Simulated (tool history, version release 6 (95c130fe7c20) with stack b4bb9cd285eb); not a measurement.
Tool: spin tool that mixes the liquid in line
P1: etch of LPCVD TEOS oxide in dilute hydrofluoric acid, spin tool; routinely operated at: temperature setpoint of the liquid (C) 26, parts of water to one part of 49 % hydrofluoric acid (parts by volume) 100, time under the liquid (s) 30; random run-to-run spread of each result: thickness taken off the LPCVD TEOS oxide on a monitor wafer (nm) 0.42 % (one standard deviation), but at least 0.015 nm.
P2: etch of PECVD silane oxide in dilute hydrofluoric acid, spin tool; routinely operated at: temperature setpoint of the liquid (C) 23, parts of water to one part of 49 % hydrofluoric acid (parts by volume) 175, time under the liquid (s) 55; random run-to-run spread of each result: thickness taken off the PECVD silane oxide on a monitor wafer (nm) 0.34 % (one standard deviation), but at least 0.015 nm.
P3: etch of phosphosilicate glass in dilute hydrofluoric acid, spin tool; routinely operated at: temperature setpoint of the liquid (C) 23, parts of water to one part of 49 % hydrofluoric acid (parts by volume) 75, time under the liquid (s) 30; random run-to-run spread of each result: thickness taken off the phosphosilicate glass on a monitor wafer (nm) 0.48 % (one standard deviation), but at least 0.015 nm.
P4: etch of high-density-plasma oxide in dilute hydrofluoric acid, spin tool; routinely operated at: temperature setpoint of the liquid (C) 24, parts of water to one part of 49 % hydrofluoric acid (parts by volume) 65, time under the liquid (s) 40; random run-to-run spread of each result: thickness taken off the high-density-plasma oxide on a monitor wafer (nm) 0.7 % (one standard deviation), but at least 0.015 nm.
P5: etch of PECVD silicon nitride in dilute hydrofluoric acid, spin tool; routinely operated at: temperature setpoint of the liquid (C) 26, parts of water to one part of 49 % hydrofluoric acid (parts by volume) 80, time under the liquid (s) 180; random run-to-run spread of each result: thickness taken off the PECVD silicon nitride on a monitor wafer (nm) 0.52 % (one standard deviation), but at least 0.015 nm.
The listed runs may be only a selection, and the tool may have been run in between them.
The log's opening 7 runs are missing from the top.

run   hour  process that ran  temperature setpoint of the liquid (C)  parts of water to one part of 49 % hydrofluoric acid (parts by volume)  time under the liquid (s)  thickness taken off the LPCVD TEOS oxide on a monitor wafer (nm)  thickness taken off the PECVD silicon nitride on a monitor wafer (nm)  thickness taken off the phosphosilicate glass on a monitor wafer (nm)  thickness taken off the PECVD silane oxide on a monitor wafer (nm)  thickness taken off the high-density-plasma oxide on a monitor wafer (nm)
  8   89.6                P1                                      22                                                                     100                         30                                                            9.7251
  9   98.2                P5                                      26                                                                      80                        180                                                                                                                                   4.3629
 10  112.9                P2                                      23                                                                     175                        115                                                                                                                                                                                                                                                                              29.408
 11    123                P4                                      17                                                                      65                         40                                                                                                                                                                                                                                                                                                                                                          2.929
 12  136.1                P2                                      23                                                                     275                         55                                                                                                                                                                                                                                                                              8.0527
 13  143.4                P5                                      30                                                                      80                        180                                                                                                                                   5.6217
 14  154.2                P4                                      24                                                                      65                         70                                                                                                                                                                                                                                                                                                                                                          6.913
 15  170.2                P3                                      23                                                                      75                         30                                                                                                                                                                                                            37.4
 16  181.8                P1                                      26                                                                      50                         50                                                            40.399
 17  197.9                P1                                      26                                                                     150                         30                                                            7.1477
 18  214.3                P1                                    31.5                                                                     145                         30                                                            9.0826
 19  221.5                P1                                      26                                                                     100                         60                                                            22.589
 20  228.9                P1                                      26                                                                     100                         30                                                            11.248
 21  240.4                P4                                      24                                                                      65                         40                                                                                                                                                                                                                                                                                                                                                          3.903
 22  255.8                P3                                    28.5                                                                      75                         30                                                                                                                                                                                                           46.58

Estimate the outcome of run 23 from the log above:
 23  272.2                P1                                      26                                                                     100                         30                                                                 ?

Run 23 produced thickness taken off the LPCVD TEOS oxide on a monitor wafer (nm) 11.312.
